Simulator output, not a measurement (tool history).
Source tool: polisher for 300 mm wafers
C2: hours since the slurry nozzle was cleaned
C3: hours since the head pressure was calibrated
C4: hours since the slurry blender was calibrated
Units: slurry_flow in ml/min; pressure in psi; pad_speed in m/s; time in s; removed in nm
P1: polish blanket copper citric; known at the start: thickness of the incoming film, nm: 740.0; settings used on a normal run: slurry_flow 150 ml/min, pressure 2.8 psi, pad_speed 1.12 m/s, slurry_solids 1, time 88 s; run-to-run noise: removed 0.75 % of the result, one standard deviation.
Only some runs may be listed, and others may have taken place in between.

Run 1, day 0.446: slurry_flow 150 ml/min, pressure 2.8 psi, pad_speed 1.12 m/s, slurry_solids 1, time 88 s; wafers polished on this pad 654; C2 115.9; C3 502.8; C4 65.9. Result: removed 224.83 nm.
Run 2, day 0.796: slurry_flow 235 ml/min, pressure 2.8 psi, pad_speed 1.12 m/s, slurry_solids 1, time 88 s; wafers polished on this pad 750; C2 124.3; C3 511.2; C4 74.3. Result: removed 241.79 nm.
Run 3, day 1.367: slurry_flow 150 ml/min, pressure 2.8 psi, pad_speed 1.12 m/s, slurry_solids 1.45, time 88 s; wafers polished on this pad 907; C2 138; C3 524.9; C4 88. Result: removed 244.66 nm.
Run 4, day 1.946: slurry_flow 150 ml/min, pressure 2.8 psi, pad_speed 1.12 m/s, slurry_solids 1, time 41 s; wafers polished on this pad 1066; C2 151.9; C3 538.8; C4 101.9. Result: removed 105.53 nm.
Run 5, day 2.421: slurry_flow 90 ml/min, pressure 2.8 psi, pad_speed 1.12 m/s, slurry_solids 1, time 88 s; wafers polished on this pad 1196; C2 163.3; C3 550.2; C4 113.3. Result: removed 202.95 nm.
Run 6, day 2.862: slurry_flow 150 ml/min, pressure 3.8 psi, pad_speed 1.12 m/s, slurry_solids 1, time 88 s; wafers polished on this pad 1317; C2 173.9; C3 560.8; C4 123.9. Result: removed 302.58 nm.
Run 7, day 3.229: slurry_flow 150 ml/min, pressure 2.8 psi, pad_speed 1.12 m/s, slurry_solids 1, time 88 s; wafers polished on this pad 1418; C2 182.7; C3 569.6; C4 132.7. Result: removed 226.73 nm.
Run 8, day 3.592: slurry_flow 150 ml/min, pressure 2.8 psi, pad_speed 1.68 m/s, slurry_solids 1, time 88 s; wafers polished on this pad 1517; C2 191.4; C3 578.3; C4 141.4. Result: removed 337.39 nm.
Run 9, day 4.021: slurry_flow 150 ml/min, pressure 2.8 psi, pad_speed 1.12 m/s, slurry_solids 1, time 114 s; wafers polished on this pad 1635; C2 201.7; C3 588.6; C4 151.7. Result: removed 291.24 nm.
Run 10, day 4.421: slurry_flow 150 ml/min, pressure 2.8 psi, pad_speed 1.12 m/s, slurry_solids 0.55, time 88 s; wafers polished on this pad 1745; C2 211.3; C3 598.2; C4 161.3. Result: removed 200.1 nm.
Run 11, day 4.717: slurry_flow 150 ml/min, pressure 2.8 psi, pad_speed 1.12 m/s, slurry_solids 1, time 88 s; wafers polished on this pad 1826; C2 218.4; C3 605.3; C4 168.4. Result: removed 223.91 nm.
Run 12, day 5.046: slurry_flow 150 ml/min, pressure 2.8 psi, pad_speed 1.12 m/s, slurry_solids 1, time 88 s; wafers polished on this pad 1916; C2 226.3; C3 613.2; C4 176.3. Result: removed 227.81 nm.
Run 13, day 5.358: slurry_flow 150 ml/min, pressure 1.8 psi, pad_speed 1.12 m/s, slurry_solids 1, time 88 s; wafers polished on this pad 2002; C2 233.8; C3 620.7; C4 183.8. Result: removed 148.3 nm.
Run 14, day 5.721: slurry_flow 90 ml/min, pressure 3.7 psi, pad_speed 1.12 m/s, slurry_solids 1, time 88 s; wafers polished on this pad 2101; C2 242.5; C3 629.4; C4 192.5. Result: removed 265.62 nm.
Run 15, day 6.017: slurry_flow 150 ml/min, pressure 2.8 psi, pad_speed 0.62 m/s, slurry_solids 1, time 88 s; wafers polished on this pad 2183; C2 249.6; C3 636.5; C4 199.6. Result: removed 127.15 nm.
Run 16, day 6.471: slurry_flow 230 ml/min, pressure 2.8 psi, pad_speed 1.12 m/s, slurry_solids 1, time 63 s; wafers polished on this pad 2307; C2 260.5; C3 647.4; C4 210.5. Result: removed 172.11 nm.
Run 17, day 7.025: slurry_flow 150 ml/min, pressure 2.8 psi, pad_speed 1.12 m/s, slurry_solids 1, time 88 s; wafers polished on this pad 2459; C2 273.8; C3 660.7; C4 223.8. Result: removed 227.11 nm.
Run 18, day 7.429: slurry_flow 150 ml/min, pressure 2.8 psi, pad_speed 1.12 m/s, slurry_solids 1, time 88 s; wafers polished on this pad 2570; C2 283.5; C3 670.4; C4 233.5. Result: removed 223.53 nm.
Run 19, day 7.962: slurry_flow 150 ml/min, pressure 2.8 psi, pad_speed 1.12 m/s, slurry_solids 1, time 88 s; wafers polished on this pad 2716; C2 296.3; C3 683.2; C4 246.3. Result: removed 214.43 nm.
Run 20, day 8.546: slurry_flow 150 ml/min, pressure 2.8 psi, pad_speed 1.12 m/s, slurry_solids 1, time 88 s; wafers polished on this pad 2876; C2 310.3; C3 697.2; C4 260.3. Result: removed 212.08 nm.
Run 21, day 8.821: slurry_flow 150 ml/min, pressure 2.8 psi, pad_speed 1.12 m/s, slurry_solids 1, time 88 s; wafers polished on this pad 2952; C2 316.9; C3 703.8; C4 266.9. Result: removed 212.64 nm.
Run 22, day 9.188: slurry_flow 150 ml/min, pressure 2.8 psi, pad_speed 1.12 m/s, slurry_solids 1, time 88 s; wafers polished on this pad 3052; C2 325.7; C3 712.6; C4 275.7. Result: removed 208.8 nm.
Run 23, day 9.65: slurry_flow 150 ml/min, pressure 2.8 psi, pad_speed 1.12 m/s, slurry_solids 1, time 88 s; wafers polished on this pad 3179; C2 336.8; C3 723.7; C4 286.8. Result: removed 209.26 nm.
At day 10: slurry blender recalibrated.
Run 24, day 10.042: slurry_flow 150 ml/min, pressure 2.8 psi, pad_speed 1.12 m/s, slurry_solids 1, time 88 s; wafers polished on this pad 3287; C2 346.2; C3 733.1; C4 1. Result: removed 207.49 nm.
At day 10.271: head pressure recalibrated.
Run 25, day 10.525: slurry_flow 150 ml/min, pressure 2.8 psi, pad_speed 1.12 m/s, slurry_solids 1, time 88 s; wafers polished on this pad 3419; C2 357.8; C3 6.2; C4 12.6. Result: removed 207.9 nm.
Run 26, day 10.812: slurry_flow 150 ml/min, pressure 2.8 psi, pad_speed 1.12 m/s, slurry_solids 1, time 88 s; wafers polished on this pad 3498; C2 364.7; C3 13.1; C4 19.5. Result: removed 206.67 nm.
Run 27, day 11.15: slurry_flow 150 ml/min, pressure 2.8 psi, pad_speed 1.12 m/s, slurry_solids 1, time 88 s; wafers polished on this pad 3591; C2 372.8; C3 21.2; C4 27.6. Result: removed 207.66 nm.
Run 28, day 11.721: slurry_flow 150 ml/min, pressure 2.8 psi, pad_speed 1.12 m/s, slurry_solids 1, time 88 s; wafers polished on this pad 3747; C2 386.5; C3 34.9; C4 41.3. Result: removed 209.65 nm.

The log shows P1 creeping away from where it was. Any of the 2 causes listed here, at the size stated for it, fits the log just as well as the others:
A: removal rate lost through wear of the pad, % = 8.8
B: slurry flow missing at the pad, % = 35.2
At approximately day 7.025, the process output began to creep.
All other causes, with the reason each is excluded:
head's pressure below its setpoint, %: its service at day 10.271 followed the start of the drift and did not put the process back to its old value
abrasive missing from the slurry, %: its service at day 10 followed the start of the drift and did not put the process back to its old value

The list below offers 4 check runs, each averaging the results of 2 wafers, and shows each result as a question mark. For which of them would the listed causes give clearly different results?
Run check 1, day 12.292: slurry_flow 90 ml/min, pressure 2.8 psi, pad_speed 1.12 m/s, slurry_solids 1, time 88 s. Result: removed ?.
Run check 2, day 12.292: slurry_flow 150 ml/min, pressure 2.8 psi, pad_speed 0.68 m/s, slurry_solids 1.45, time 88 s. Result: removed ?.
Run check 3, day 12.292: slurry_flow 150 ml/min, pressure 2.8 psi, pad_speed 1.5 m/s, slurry_solids 1, time 88 s. Result: removed ?.
Run check 4, day 12.292: slurry_flow 150 ml/min, pressure 2.8 psi, pad_speed 1.46 m/s, slurry_solids 1, time 88 s. Result: removed ?.

What each check would give under each cause:
  check   result    if A    if B
check 1  removed   184.5  175.28
check 2  removed     138  138.01
check 3  removed   274.9   274.9
check 4  removed  267.69   267.7
Minimum pairwise separation of causes per check, each pair taken at its best-separating result: check 1 5.13 %; check 2 0 %; check 3 0 %; check 4 0 %
The other checks would show nearly matching results whichever cause is true, so check 1 is the only one that separates the causes.

The results of check 1 are: removed 175.47 nm. Based on these, which of the listed causes is it?

The correct cause is B, namely: slurry flow missing at the pad, %.
